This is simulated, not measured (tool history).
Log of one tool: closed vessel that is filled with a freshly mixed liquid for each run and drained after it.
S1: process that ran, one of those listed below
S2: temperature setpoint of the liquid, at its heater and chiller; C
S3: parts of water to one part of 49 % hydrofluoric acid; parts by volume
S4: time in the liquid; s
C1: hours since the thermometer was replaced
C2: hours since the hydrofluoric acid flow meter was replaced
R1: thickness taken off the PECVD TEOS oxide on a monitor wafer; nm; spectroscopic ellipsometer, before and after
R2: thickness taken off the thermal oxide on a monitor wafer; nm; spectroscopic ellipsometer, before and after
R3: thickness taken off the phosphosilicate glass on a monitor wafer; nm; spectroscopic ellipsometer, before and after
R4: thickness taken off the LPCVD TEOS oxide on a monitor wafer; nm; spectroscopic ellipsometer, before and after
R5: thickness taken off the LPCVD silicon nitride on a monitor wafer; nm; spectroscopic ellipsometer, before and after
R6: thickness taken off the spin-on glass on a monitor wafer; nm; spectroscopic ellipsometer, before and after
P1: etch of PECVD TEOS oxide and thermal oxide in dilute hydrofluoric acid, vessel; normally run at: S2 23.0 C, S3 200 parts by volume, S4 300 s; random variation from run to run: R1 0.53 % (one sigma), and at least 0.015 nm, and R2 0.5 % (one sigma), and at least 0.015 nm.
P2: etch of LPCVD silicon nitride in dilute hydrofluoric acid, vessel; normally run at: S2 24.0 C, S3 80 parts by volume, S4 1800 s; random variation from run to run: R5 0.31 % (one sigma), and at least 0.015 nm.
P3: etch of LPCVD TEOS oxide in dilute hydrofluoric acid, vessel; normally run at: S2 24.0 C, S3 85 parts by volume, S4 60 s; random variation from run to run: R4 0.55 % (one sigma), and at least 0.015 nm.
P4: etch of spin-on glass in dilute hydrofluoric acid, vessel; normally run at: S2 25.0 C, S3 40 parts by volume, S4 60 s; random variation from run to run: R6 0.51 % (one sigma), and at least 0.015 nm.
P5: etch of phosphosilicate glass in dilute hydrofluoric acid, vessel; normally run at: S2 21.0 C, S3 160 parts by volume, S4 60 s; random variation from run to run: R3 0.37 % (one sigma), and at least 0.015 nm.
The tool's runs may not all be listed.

Run 1, hour 5.4: S1 P1, S2 23.0 C, S3 200 parts by volume, S4 300 s; C1 597.2; C2 480.8. Result: R1 13.0310 nm, R2 6.01030 nm.
Run 2, hour 10.9: S1 P5, S2 17.0 C, S3 160 parts by volume, S4 60 s; C1 602.7; C2 486.3. Result: R3 53.774 nm.
Run 3, hour 19.0: S1 P5, S2 21.0 C, S3 160 parts by volume, S4 30 s; C1 610.8; C2 494.4. Result: R3 31.202 nm.
Run 4, hour 24.1: S1 P3, S2 24.0 C, S3 85 parts by volume, S4 60 s; C1 615.9; C2 499.5. Result: R4 40.514 nm.
Run 5, hour 28.2: S1 P1, S2 23.0 C, S3 200 parts by volume, S4 85 s; C1 620.0; C2 503.6. Result: R1 3.7103 nm, R2 1.72600 nm.
Run 6, hour 32.7: S1 P3, S2 24.0 C, S3 85 parts by volume, S4 30 s; C1 624.5; C2 508.1. Result: R4 20.226 nm.
Run 7, hour 36.3: S1 P1, S2 23.0 C, S3 120 parts by volume, S4 300 s; C1 628.1; C2 511.7. Result: R1 23.8530 nm, R2 10.97900 nm.
Run 8, hour 41.2: S1 P1, S2 23.0 C, S3 200 parts by volume, S4 300 s; C1 633.0; C2 516.6. Result: R1 13.0870 nm, R2 6.05670 nm.
Run 9, hour 47.7: S1 P5, S2 21.0 C, S3 160 parts by volume, S4 60 s; C1 639.5; C2 523.1. Result: R3 62.549 nm.
Run 10, hour 55.3: S1 P5, S2 21.0 C, S3 255 parts by volume, S4 60 s; C1 647.1; C2 530.7. Result: R3 35.780 nm.
Run 11, hour 62.3: S1 P1, S2 23.0 C, S3 200 parts by volume, S4 300 s; C1 654.1; C2 537.7. Result: R1 12.9830 nm, R2 5.98690 nm.
Run 12, hour 67.3: S1 P2, S2 24.0 C, S3 80 parts by volume, S4 1800 s; C1 659.1; C2 542.7. Result: R5 12.4100 nm.
Run 13, hour 73.7: S1 P2, S2 24.0 C, S3 80 parts by volume, S4 3540 s; C1 665.5; C2 549.1. Result: R5 24.3070 nm.
Run 14, hour 78.1: S1 P4, S2 25.0 C, S3 70 parts by volume, S4 60 s; C1 669.9; C2 553.5. Result: R6 31.087 nm.
Run 15, hour 82.9: S1 P4, S2 25.0 C, S3 40 parts by volume, S4 110 s; C1 674.7; C2 558.3. Result: R6 103.830 nm.
Run 16, hour 89.9: S1 P1, S2 29.0 C, S3 200 parts by volume, S4 300 s; C1 681.7; C2 565.3. Result: R1 16.1520 nm, R2 7.53140 nm.
Run 17, hour 94.4: S1 P1, S2 26.5 C, S3 200 parts by volume, S4 575 s; C1 686.2; C2 569.8. Result: R1 28.3320 nm, R2 13.12400 nm.
Run 18, hour 99.9: S1 P1, S2 23.0 C, S3 200 parts by volume, S4 300 s; C1 691.7; C2 575.3. Result: R1 13.0900 nm, R2 6.05530 nm.
Run 19, hour 104.8: S1 P4, S2 25.0 C, S3 40 parts by volume, S4 60 s; C1 696.6; C2 580.2. Result: R6 57.368 nm.
Run 20, hour 109.1: S1 P1, S2 23.0 C, S3 200 parts by volume, S4 300 s; C1 700.9; C2 584.5. Result: R1 13.0470 nm, R2 6.05390 nm.
Run 21, hour 114.6: S1 P1, S2 23.0 C, S3 200 parts by volume, S4 595 s; C1 706.4; C2 590.0. Result: R1 25.9440 nm, R2 11.99400 nm.
Run 22, hour 120.8: S1 P1, S2 23.0 C, S3 365 parts by volume, S4 300 s; C1 712.6; C2 596.2. Result: R1 6.0501 nm, R2 2.82440 nm.
Run 23, hour 125.4: S1 P3, S2 20.0 C, S3 85 parts by volume, S4 60 s; C1 717.2; C2 600.8. Result: R4 34.344 nm.
Run 24, hour 129.4: S1 P4, S2 30.0 C, S3 40 parts by volume, S4 60 s; C1 721.2; C2 604.8. Result: R6 69.798 nm.
Run 25, hour 136.0: S1 P1, S2 17.0 C, S3 200 parts by volume, S4 300 s; C1 727.8; C2 611.4. Result: R1 10.2640 nm, R2 4.75530 nm.
Run 26, hour 141.3: S1 P2, S2 24.0 C, S3 115 parts by volume, S4 1800 s; C1 733.1; C2 616.7. Result: R5 8.7188 nm.
Run 27, hour 148.1: S1 P2, S2 30.5 C, S3 80 parts by volume, S4 1800 s; C1 739.9; C2 623.5. Result: R5 18.8800 nm.
Run 28, hour 152.3: S1 P1, S2 17.5 C, S3 200 parts by volume, S4 50 s; C1 744.1; C2 627.7. Result: R1 1.7132 nm, R2 0.83248 nm.
Run 29, hour 158.2: S1 P5, S2 21.0 C, S3 160 parts by volume, S4 60 s; C1 750.0; C2 633.6. Result: R3 62.478 nm.
Run 30, hour 163.9: S1 P4, S2 25.0 C, S3 40 parts by volume, S4 60 s; C1 755.7; C2 639.3. Result: R6 56.796 nm.

Run 31 comes next. What will it give?
Run 31, hour 167.5: S1 P1, S2 23.0 C, S3 200 parts by volume, S4 300 s; C1 759.3; C2 642.9. Result: R1 ?, R2 ?.

Run 31 gave R1 12.9290 nm, R2 6.04030 nm.

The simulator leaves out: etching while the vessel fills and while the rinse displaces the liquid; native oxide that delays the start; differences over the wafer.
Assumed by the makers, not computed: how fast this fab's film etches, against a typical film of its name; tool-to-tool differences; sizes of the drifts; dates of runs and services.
